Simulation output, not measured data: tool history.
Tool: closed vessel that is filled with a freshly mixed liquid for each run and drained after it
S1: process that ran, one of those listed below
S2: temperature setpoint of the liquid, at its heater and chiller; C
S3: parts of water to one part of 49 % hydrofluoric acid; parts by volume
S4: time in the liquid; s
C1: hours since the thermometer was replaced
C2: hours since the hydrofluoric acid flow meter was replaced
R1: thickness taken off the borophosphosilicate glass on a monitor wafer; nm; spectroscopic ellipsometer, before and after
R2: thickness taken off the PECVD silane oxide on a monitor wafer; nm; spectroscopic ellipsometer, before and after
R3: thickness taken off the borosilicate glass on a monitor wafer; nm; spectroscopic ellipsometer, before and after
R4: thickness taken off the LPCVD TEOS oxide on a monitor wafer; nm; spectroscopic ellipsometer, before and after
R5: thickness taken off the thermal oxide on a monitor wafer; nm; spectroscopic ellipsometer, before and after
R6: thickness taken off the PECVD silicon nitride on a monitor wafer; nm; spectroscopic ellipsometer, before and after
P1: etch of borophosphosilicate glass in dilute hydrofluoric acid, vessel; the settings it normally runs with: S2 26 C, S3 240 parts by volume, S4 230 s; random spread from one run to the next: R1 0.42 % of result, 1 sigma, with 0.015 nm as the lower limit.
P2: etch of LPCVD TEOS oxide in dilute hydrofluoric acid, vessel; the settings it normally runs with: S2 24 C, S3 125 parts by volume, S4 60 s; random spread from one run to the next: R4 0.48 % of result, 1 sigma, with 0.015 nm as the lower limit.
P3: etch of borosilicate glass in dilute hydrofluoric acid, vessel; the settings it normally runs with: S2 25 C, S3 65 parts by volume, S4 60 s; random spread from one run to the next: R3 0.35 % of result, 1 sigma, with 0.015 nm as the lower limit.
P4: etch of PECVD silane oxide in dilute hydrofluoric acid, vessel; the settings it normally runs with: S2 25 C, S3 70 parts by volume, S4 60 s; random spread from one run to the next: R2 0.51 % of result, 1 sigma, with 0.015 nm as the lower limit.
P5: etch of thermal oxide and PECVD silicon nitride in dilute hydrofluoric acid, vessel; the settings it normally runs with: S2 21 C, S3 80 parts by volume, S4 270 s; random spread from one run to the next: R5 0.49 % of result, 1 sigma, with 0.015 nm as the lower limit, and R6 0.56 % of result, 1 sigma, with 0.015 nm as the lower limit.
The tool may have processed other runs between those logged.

run     day  S1    S2   S3   S4     C1     C2      R1      R2      R3      R4      R5      R6
  1   0.254  P1    26  240  230    374  251.5  38.376
  2   0.588  P4  32.5   70   60    382  259.5          40.536
  3   0.904  P1    26  240  230  389.6  267.1    38.3
  4   1.158  P3    25  110   60  395.7  273.2                  17.706
  5   1.333  P2    24  125   60  399.9  277.4                          17.332
  6   1.512  P1    26  240  450  404.2  281.7  75.508
  7    1.75  P4    25   70   60  409.9  287.4          30.435
  8   1.942  P2  30.5  125   60  414.5    292                          21.887
      2.217  -- hydrofluoric acid flow meter replaced
  9   2.283  P1    33  240  230  422.7    1.6  48.364
 10   2.462  P1  19.5  365  230    427    5.9  17.715
 11   2.788  P3    25   65   60  434.8   13.7                  31.681
 12   3.042  P1  20.5  240  320  440.9   19.8  43.344
 13   3.421  P3    25   65   90    450   28.9                   47.36
 14   3.662  P1    26  240  230  455.8   34.7  38.203
 15   3.846  P5    21   80  520  460.2   39.1                                  26.589  29.243
 16   4.062  P4    25   70   30  465.4   44.3          15.267
 17   4.283  P1  21.5  410  230  470.7   49.6  16.309
 18   4.525  P4    25   70   60  476.5   55.4          30.545
 19   4.838  P1    26  240   65    484   62.9  10.837
 20   5.088  P2    24  175   60    490   68.9                          11.494
 21   5.404  P1    26  430  230  497.6   76.5  17.658
 22   5.621  P3    25   65   60  502.8   81.7                  31.625
 23   5.817  P1    26  240  230  507.5   86.4    38.2
 24       6  P1    26  240  230  511.9   90.8   38.28
 25   6.379  P1    26   40  230    521   99.9  293.35
 26   6.721  P4    25  110   60  529.2  108.1          18.527
      6.925  -- thermometer replaced
 27   7.067  P5    21   80  270    3.5  116.4                                    13.8  14.995
 28   7.242  P3    33   65   60    7.7  120.6                  43.107
 29   7.533  P5    21   35  270   14.7  127.6                                  33.679  34.039
 30   7.733  P1    22  240  230   19.5  132.4  32.878
 31   7.908  P2    24  125  110   23.7  136.6                          31.237
 32   8.229  P5  27.5   80  270   31.4  144.3                                   17.96  23.293
 33   8.433  P1    26  240  230   36.3  149.2  38.314
 34   8.792  P1    26  240  230   44.9  157.8  37.355
 35   9.096  P1    26  240  230   52.2  165.1  37.001
 36   9.262  P1    26  240  230   56.2  169.1  36.809
 37   9.629  P1    26  240  230     65  177.9  36.239
 38   9.962  P1    26  240  230     73  185.9  36.103
 39  10.229  P1    26  240  230   79.4  192.3  36.409
 40  10.558  P1    26  240  230   87.3  200.2  36.155
 41  10.779  P1    26  240  230   92.6  205.5  36.294
 42  11.096  P1    26  240  230  100.2  213.1  35.938
 43  11.354  P1    26  240  230  106.4  219.3  35.801
 44  11.729  P1    26  240  230  115.4  228.3  35.783

P1 has crept away from where it was. The log is fitted equally well by each of these 2 causes, at the sizes shown:
A: liquid colder than its thermometer reads (K) = 1.77
B: hydrofluoric acid flow below the setpoint (%) = 4.85
The onset of the drift is placed at about day 8.433.

Question marks stand in for the results of the 4 check runs listed below, each run on one wafer. Under which run would the listed causes show clearly different results?
check 1  12.104  P5  26.5   80  515                           ?   ?
check 2  12.104  P3  30.5  110   60                   ?
check 3  12.104  P4    32   70   30               ?
check 4  12.104  P2    30  125  100                       ?

Outcome of each check run for each possible cause:
  check  result    if A    if B
check 1      R5  30.628   31.09
check 1      R6  37.073  39.637
check 2      R3  20.407   20.58
check 3      R2  18.748  18.979
check 4      R4  33.616  33.859
Smallest distance between any two causes, each pair judged by its most separating result, in per cent: check 1 6.69 %; check 2 0.84 %; check 3 1.22 %; check 4 0.72 %
Check 1 is the one run that separates the causes; every other check would come out nearly the same whichever cause is at work.

Running check 1 produced the following: R5 31.023 nm; R6 39.417 nm. Which one of the listed causes fits?

It was cause B: hydrofluoric acid flow below the setpoint (%).
